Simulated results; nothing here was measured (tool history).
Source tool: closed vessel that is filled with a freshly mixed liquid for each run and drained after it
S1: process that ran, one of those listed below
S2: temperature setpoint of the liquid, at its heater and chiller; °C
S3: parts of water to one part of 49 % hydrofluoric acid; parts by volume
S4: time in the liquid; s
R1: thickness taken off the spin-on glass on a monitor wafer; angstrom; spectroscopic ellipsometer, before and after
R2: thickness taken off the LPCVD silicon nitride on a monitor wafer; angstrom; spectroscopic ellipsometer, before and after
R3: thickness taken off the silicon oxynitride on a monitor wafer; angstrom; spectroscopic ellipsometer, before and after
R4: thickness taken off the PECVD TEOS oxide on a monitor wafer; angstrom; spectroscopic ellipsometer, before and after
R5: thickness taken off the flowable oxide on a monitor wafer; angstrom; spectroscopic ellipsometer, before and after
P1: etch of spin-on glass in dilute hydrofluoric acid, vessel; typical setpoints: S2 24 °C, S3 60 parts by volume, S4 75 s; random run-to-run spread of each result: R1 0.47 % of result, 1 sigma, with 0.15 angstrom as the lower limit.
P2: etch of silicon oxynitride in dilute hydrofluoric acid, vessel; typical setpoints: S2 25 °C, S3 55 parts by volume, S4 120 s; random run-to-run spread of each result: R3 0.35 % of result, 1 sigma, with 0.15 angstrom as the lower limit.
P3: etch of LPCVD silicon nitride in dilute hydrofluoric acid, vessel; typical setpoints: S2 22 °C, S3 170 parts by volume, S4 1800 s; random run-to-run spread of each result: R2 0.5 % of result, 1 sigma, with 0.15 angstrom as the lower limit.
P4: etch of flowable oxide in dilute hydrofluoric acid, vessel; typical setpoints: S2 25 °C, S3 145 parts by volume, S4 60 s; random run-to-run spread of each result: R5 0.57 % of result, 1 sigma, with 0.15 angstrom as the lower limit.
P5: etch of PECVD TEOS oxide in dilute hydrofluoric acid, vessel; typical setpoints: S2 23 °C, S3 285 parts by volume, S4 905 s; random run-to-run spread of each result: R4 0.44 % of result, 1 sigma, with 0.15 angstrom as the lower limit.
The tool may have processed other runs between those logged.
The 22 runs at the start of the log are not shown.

run 23 hour=86.3 | S1=P1 S2=24 S3=60 S4=75 | R1=547.55
run 24 hour=89.3 | S1=P5 S2=23 S3=285 S4=905 | R4=533.7
run 25 hour=93.8 | S1=P3 S2=22 S3=275 S4=1800 | R2=27.66
run 26 hour=98 | S1=P1 S2=24 S3=60 S4=30 | R1=219.05
run 27 hour=100.7 | S1=P3 S2=17 S3=170 S4=1800 | R2=32.387
run 28 hour=103.5 | S1=P1 S2=24 S3=105 S4=75 | R1=292.5
run 29 hour=106.7 | S1=P1 S2=24 S3=60 S4=75 | R1=544.8
run 30 hour=109.1 | S1=P4 S2=25 S3=145 S4=30 | R5=113.62
run 31 hour=112.9 | S1=P1 S2=28 S3=60 S4=75 | R1=636.61

The next listed run, before its measurement:
run 32 hour=117.5 | S1=P1 S2=24 S3=60 S4=75 | R1=?

R1: 545.87 angstrom
